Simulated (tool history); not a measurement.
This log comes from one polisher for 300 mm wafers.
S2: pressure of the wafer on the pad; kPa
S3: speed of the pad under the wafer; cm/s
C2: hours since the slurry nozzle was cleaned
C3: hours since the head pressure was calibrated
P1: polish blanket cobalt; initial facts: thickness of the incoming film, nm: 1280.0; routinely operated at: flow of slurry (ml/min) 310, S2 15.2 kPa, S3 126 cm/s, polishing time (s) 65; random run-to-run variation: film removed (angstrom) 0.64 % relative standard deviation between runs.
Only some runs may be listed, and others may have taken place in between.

{"run": 1, "hour": 4.7, "flow of slurry (ml/min)": 310, "S2": 15.2, "S3": 126, "polishing time (s)": 65, "wafers polished on this pad": 179, "C2": 534.5, "C3": 626.0, "film removed (angstrom)": 3765.2}
{"run": 2, "hour": 9.3, "flow of slurry (ml/min)": 185, "S2": 15.2, "S3": 126, "polishing time (s)": 65, "wafers polished on this pad": 231, "C2": 539.1, "C3": 630.6, "film removed (angstrom)": 3526.2}
{"run": 3, "hour": 15.2, "flow of slurry (ml/min)": 310, "S2": 15.2, "S3": 126, "polishing time (s)": 46, "wafers polished on this pad": 299, "C2": 545.0, "C3": 636.5, "film removed (angstrom)": 2695.4}
{"run": 4, "hour": 24.9, "flow of slurry (ml/min)": 310, "S2": 15.2, "S3": 126, "polishing time (s)": 65, "wafers polished on this pad": 411, "C2": 554.7, "C3": 646.2, "film removed (angstrom)": 3806.0}
{"run": 5, "hour": 30.2, "flow of slurry (ml/min)": 310, "S2": 6.9, "S3": 126, "polishing time (s)": 65, "wafers polished on this pad": 472, "C2": 560.0, "C3": 651.5, "film removed (angstrom)": 1701.4}
{"run": 6, "hour": 35.4, "flow of slurry (ml/min)": 310, "S2": 15.2, "S3": 194, "polishing time (s)": 65, "wafers polished on this pad": 531, "C2": 565.2, "C3": 656.7, "film removed (angstrom)": 5713.7}
{"run": 7, "hour": 44.8, "flow of slurry (ml/min)": 310, "S2": 19.3, "S3": 126, "polishing time (s)": 65, "wafers polished on this pad": 639, "C2": 574.6, "C3": 666.1, "film removed (angstrom)": 4755.9}
{"run": 8, "hour": 50.0, "flow of slurry (ml/min)": 310, "S2": 15.2, "S3": 58, "polishing time (s)": 65, "wafers polished on this pad": 699, "C2": 579.8, "C3": 671.3, "film removed (angstrom)": 1737.2}
{"run": 9, "hour": 58.3, "flow of slurry (ml/min)": 185, "S2": 9.0, "S3": 126, "polishing time (s)": 65, "wafers polished on this pad": 795, "C2": 588.1, "C3": 679.6, "film removed (angstrom)": 2102.6}
{"run": 10, "hour": 63.8, "flow of slurry (ml/min)": 310, "S2": 15.2, "S3": 126, "polishing time (s)": 65, "wafers polished on this pad": 858, "C2": 593.6, "C3": 685.1, "film removed (angstrom)": 3726.4}
{"run": 11, "hour": 70.9, "flow of slurry (ml/min)": 225, "S2": 15.2, "S3": 126, "polishing time (s)": 101, "wafers polished on this pad": 939, "C2": 600.7, "C3": 692.2, "film removed (angstrom)": 5631.2}
{"run": 12, "hour": 77.1, "flow of slurry (ml/min)": 445, "S2": 15.2, "S3": 126, "polishing time (s)": 65, "wafers polished on this pad": 1011, "C2": 606.9, "C3": 698.4, "film removed (angstrom)": 3834.7}
{"run": 13, "hour": 86.1, "flow of slurry (ml/min)": 310, "S2": 15.2, "S3": 126, "polishing time (s)": 65, "wafers polished on this pad": 1114, "C2": 615.9, "C3": 707.4, "film removed (angstrom)": 3769.1}
{"run": 14, "hour": 95.5, "flow of slurry (ml/min)": 310, "S2": 15.2, "S3": 126, "polishing time (s)": 100, "wafers polished on this pad": 1222, "C2": 625.3, "C3": 716.8, "film removed (angstrom)": 5805.5}
{"run": 15, "hour": 100.4, "flow of slurry (ml/min)": 310, "S2": 15.2, "S3": 126, "polishing time (s)": 65, "wafers polished on this pad": 1278, "C2": 630.2, "C3": 721.7, "film removed (angstrom)": 3765.2}
{"run": 16, "hour": 108.6, "flow of slurry (ml/min)": 310, "S2": 15.2, "S3": 126, "polishing time (s)": 65, "wafers polished on this pad": 1373, "C2": 638.4, "C3": 729.9, "film removed (angstrom)": 3736.4}
{"run": 17, "hour": 115.2, "flow of slurry (ml/min)": 310, "S2": 15.2, "S3": 126, "polishing time (s)": 65, "wafers polished on this pad": 1449, "C2": 645.0, "C3": 736.5, "film removed (angstrom)": 3734.1}
{"run": 18, "hour": 123.1, "flow of slurry (ml/min)": 310, "S2": 15.2, "S3": 126, "polishing time (s)": 65, "wafers polished on this pad": 1539, "C2": 652.9, "C3": 744.4, "film removed (angstrom)": 3670.0}
{"run": 19, "hour": 131.3, "flow of slurry (ml/min)": 310, "S2": 15.2, "S3": 126, "polishing time (s)": 65, "wafers polished on this pad": 1634, "C2": 661.1, "C3": 752.6, "film removed (angstrom)": 3667.0}
{"run": 20, "hour": 138.5, "flow of slurry (ml/min)": 310, "S2": 15.2, "S3": 126, "polishing time (s)": 65, "wafers polished on this pad": 1716, "C2": 668.3, "C3": 759.8, "film removed (angstrom)": 3633.1}
{"hour": 140.6, "done": "head pressure recalibrated"}
{"run": 21, "hour": 145.4, "flow of slurry (ml/min)": 310, "S2": 15.2, "S3": 126, "polishing time (s)": 65, "wafers polished on this pad": 1796, "C2": 675.2, "C3": 4.8, "film removed (angstrom)": 3590.3}
{"run": 22, "hour": 153.1, "flow of slurry (ml/min)": 310, "S2": 15.2, "S3": 126, "polishing time (s)": 65, "wafers polished on this pad": 1884, "C2": 682.9, "C3": 12.5, "film removed (angstrom)": 3625.7}
{"run": 23, "hour": 159.3, "flow of slurry (ml/min)": 310, "S2": 15.2, "S3": 126, "polishing time (s)": 65, "wafers polished on this pad": 1955, "C2": 689.1, "C3": 18.7, "film removed (angstrom)": 3617.8}
{"run": 24, "hour": 164.2, "flow of slurry (ml/min)": 310, "S2": 15.2, "S3": 126, "polishing time (s)": 65, "wafers polished on this pad": 2012, "C2": 694.0, "C3": 23.6, "film removed (angstrom)": 3620.6}

The next listed run, before its measurement:
{"run": 25, "hour": 172.0, "flow of slurry (ml/min)": 310, "S2": 15.2, "S3": 126, "polishing time (s)": 65, "wafers polished on this pad": 2101, "C2": 701.8, "C3": 31.4, "film removed (angstrom)": "?"}

film removed (angstrom): 3654.5
